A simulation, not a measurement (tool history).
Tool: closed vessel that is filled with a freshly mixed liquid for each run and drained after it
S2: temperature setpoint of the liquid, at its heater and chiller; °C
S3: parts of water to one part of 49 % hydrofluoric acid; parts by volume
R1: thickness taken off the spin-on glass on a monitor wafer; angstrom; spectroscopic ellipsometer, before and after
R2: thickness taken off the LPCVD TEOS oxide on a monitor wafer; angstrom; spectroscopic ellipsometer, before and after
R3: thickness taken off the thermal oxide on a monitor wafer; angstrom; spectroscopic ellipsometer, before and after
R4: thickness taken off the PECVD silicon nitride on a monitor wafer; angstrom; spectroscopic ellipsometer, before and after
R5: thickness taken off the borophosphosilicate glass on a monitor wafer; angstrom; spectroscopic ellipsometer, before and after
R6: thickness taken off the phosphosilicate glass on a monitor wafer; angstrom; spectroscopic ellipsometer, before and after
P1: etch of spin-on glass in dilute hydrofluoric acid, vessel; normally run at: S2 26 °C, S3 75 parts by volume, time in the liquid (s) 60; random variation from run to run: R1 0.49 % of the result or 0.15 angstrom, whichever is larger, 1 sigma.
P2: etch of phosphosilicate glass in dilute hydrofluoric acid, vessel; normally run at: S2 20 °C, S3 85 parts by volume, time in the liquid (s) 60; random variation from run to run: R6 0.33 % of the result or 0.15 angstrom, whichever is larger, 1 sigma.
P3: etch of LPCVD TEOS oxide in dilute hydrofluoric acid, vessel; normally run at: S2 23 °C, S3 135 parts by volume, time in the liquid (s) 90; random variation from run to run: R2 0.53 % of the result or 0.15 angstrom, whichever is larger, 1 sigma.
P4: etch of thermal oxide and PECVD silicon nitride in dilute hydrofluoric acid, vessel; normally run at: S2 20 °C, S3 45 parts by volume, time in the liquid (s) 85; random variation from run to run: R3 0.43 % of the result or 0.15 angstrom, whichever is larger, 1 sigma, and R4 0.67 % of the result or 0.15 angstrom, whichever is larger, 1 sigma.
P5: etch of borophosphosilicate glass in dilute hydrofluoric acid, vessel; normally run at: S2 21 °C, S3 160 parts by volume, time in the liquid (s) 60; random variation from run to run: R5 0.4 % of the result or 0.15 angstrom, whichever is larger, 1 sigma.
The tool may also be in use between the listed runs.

Run 1, hour 9.7: process that ran P1, S2 26 °C, S3 75 parts by volume, time in the liquid (s) 60. Result: R1 257.93 angstrom.
Run 2, hour 18.7: process that ran P3, S2 23 °C, S3 135 parts by volume, time in the liquid (s) 175. Result: R2 248.87 angstrom.
Run 3, hour 33.2: process that ran P1, S2 26 °C, S3 75 parts by volume, time in the liquid (s) 115. Result: R1 495.87 angstrom.
Run 4, hour 43.7: process that ran P3, S2 27 °C, S3 135 parts by volume, time in the liquid (s) 90. Result: R2 148.22 angstrom.
Run 5, hour 52: process that ran P1, S2 21.5 °C, S3 75 parts by volume, time in the liquid (s) 90. Result: R1 326.24 angstrom.
Run 6, hour 62.4: process that ran P4, S2 24 °C, S3 45 parts by volume, time in the liquid (s) 85. Result: R3 94.387 angstrom, R4 43.336 angstrom.
At hour 73.3: hydrofluoric acid flow meter replaced.
Run 7, hour 77.2: process that ran P5, S2 21 °C, S3 160 parts by volume, time in the liquid (s) 30. Result: R5 71.657 angstrom.
Run 8, hour 88.6: process that ran P5, S2 21 °C, S3 45 parts by volume, time in the liquid (s) 60. Result: R5 571.32 angstrom.
Run 9, hour 97.8: process that ran P1, S2 29.5 °C, S3 75 parts by volume, time in the liquid (s) 105. Result: R1 522.27 angstrom.
Run 10, hour 109.9: process that ran P1, S2 26 °C, S3 120 parts by volume, time in the liquid (s) 60. Result: R1 151.54 angstrom.
Run 11, hour 119.2: process that ran P1, S2 26 °C, S3 75 parts by volume, time in the liquid (s) 60. Result: R1 260.19 angstrom.
Run 12, hour 128.4: process that ran P1, S2 26 °C, S3 30 parts by volume, time in the liquid (s) 60. Result: R1 686.15 angstrom.
Run 13, hour 135: process that ran P2, S2 20 °C, S3 85 parts by volume, time in the liquid (s) 60. Result: R6 785.52 angstrom.
Run 14, hour 147.4: process that ran P1, S2 26 °C, S3 75 parts by volume, time in the liquid (s) 60. Result: R1 260.58 angstrom.
Run 15, hour 155: process that ran P2, S2 17 °C, S3 85 parts by volume, time in the liquid (s) 60. Result: R6 694.58 angstrom.
Run 16, hour 166.7: process that ran P1, S2 26 °C, S3 75 parts by volume, time in the liquid (s) 30. Result: R1 130.38 angstrom.
Run 17, hour 174.1: process that ran P2, S2 20 °C, S3 85 parts by volume, time in the liquid (s) 100. Result: R6 1314.3 angstrom.
Run 18, hour 186.1: process that ran P1, S2 26 °C, S3 135 parts by volume, time in the liquid (s) 90. Result: R1 201.15 angstrom.
Run 19, hour 201.2: process that ran P2, S2 20 °C, S3 120 parts by volume, time in the liquid (s) 60. Result: R6 536.11 angstrom.
Run 20, hour 210.1: process that ran P5, S2 21 °C, S3 160 parts by volume, time in the liquid (s) 60. Result: R5 141.97 angstrom.
Run 21, hour 217.8: process that ran P2, S2 20 °C, S3 85 parts by volume, time in the liquid (s) 60. Result: R6 782.21 angstrom.
Run 22, hour 226.1: process that ran P3, S2 23 °C, S3 40 parts by volume, time in the liquid (s) 90. Result: R2 488 angstrom.
Run 23, hour 241.3: process that ran P3, S2 23 °C, S3 135 parts by volume, time in the liquid (s) 90. Result: R2 127.04 angstrom.
Run 24, hour 248.9: process that ran P4, S2 20 °C, S3 30 parts by volume, time in the liquid (s) 85. Result: R3 120.94 angstrom, R4 49.065 angstrom.
Run 25, hour 261.7: process that ran P1, S2 31.5 °C, S3 75 parts by volume, time in the liquid (s) 60. Result: R1 318.68 angstrom.
Run 26, hour 272.9: process that ran P1, S2 26 °C, S3 75 parts by volume, time in the liquid (s) 60. Result: R1 260.61 angstrom.
Run 27, hour 287.3: process that ran P4, S2 20 °C, S3 45 parts by volume, time in the liquid (s) 30. Result: R3 28.016 angstrom, R4 11.565 angstrom.
Run 28, hour 294.2: process that ran P4, S2 20 °C, S3 45 parts by volume, time in the liquid (s) 85. Result: R3 79.158 angstrom, R4 33.27 angstrom.
Run 29, hour 303.8: process that ran P1, S2 19.5 °C, S3 75 parts by volume, time in the liquid (s) 60. Result: R1 199.23 angstrom.
Run 30, hour 311.6: process that ran P5, S2 28 °C, S3 160 parts by volume, time in the liquid (s) 60. Result: R5 184.35 angstrom.
Run 31, hour 319.7: process that ran P1, S2 26 °C, S3 75 parts by volume, time in the liquid (s) 60. Result: R1 258.8 angstrom.
Run 32, hour 326.5: process that ran P1, S2 26 °C, S3 75 parts by volume, time in the liquid (s) 60. Result: R1 268.13 angstrom.
Run 33, hour 335.1: process that ran P1, S2 26 °C, S3 75 parts by volume, time in the liquid (s) 60. Result: R1 271.87 angstrom.
Run 34, hour 342.6: process that ran P1, S2 26 °C, S3 75 parts by volume, time in the liquid (s) 60. Result: R1 273.67 angstrom.
Run 35, hour 349.6: process that ran P1, S2 26 °C, S3 75 parts by volume, time in the liquid (s) 60. Result: R1 276.03 angstrom.
Run 36, hour 361.3: process that ran P1, S2 26 °C, S3 75 parts by volume, time in the liquid (s) 60. Result: R1 278.05 angstrom.
Run 37, hour 373.9: process that ran P1, S2 26 °C, S3 75 parts by volume, time in the liquid (s) 60. Result: R1 279.17 angstrom.

What P1 gives has crept away from where it was. These 2 causes fit the log equally well, each at the size given:
A: liquid hotter than its thermometer reads (K) = 1.73
B: hydrofluoric acid flow above the setpoint (%) = 6.38
The creep began at about hour 319.7.

4 check runs are offered, one wafer each, their results left as question marks. Which one tells the causes apart?
Run check 1, hour 386.5: process that ran P3, S2 23 °C, S3 135 parts by volume, time in the liquid (s) 90. Result: R2 ?.
Run check 2, hour 386.5: process that ran P5, S2 21 °C, S3 160 parts by volume, time in the liquid (s) 60. Result: R5 ?.
Run check 3, hour 386.5: process that ran P2, S2 20 °C, S3 85 parts by volume, time in the liquid (s) 60. Result: R6 ?.
Run check 4, hour 386.5: process that ran P4, S2 20 °C, S3 45 parts by volume, time in the liquid (s) 85. Result: R3 ?, R4 ?.

What each check would give under each cause:
  check  result    if A    if B
check 1      R2  136.85  137.43
check 2      R5  152.29  153.04
check 3      R6  844.53  841.59
check 4      R3  85.661  84.969
check 4      R4   37.16  35.009
How far apart the two closest causes lie, in the result that separates them most: check 1 0.42 %; check 2 0.49 %; check 3 0.35 %; check 4 5.96 %
Check 4 tells the causes apart: in the others they would give nearly the same result.

Check 4 was then run and gave: R3 85.028 angstrom; R4 34.781 angstrom. Which cause is it?

It is B: hydrofluoric acid flow above the setpoint (%).
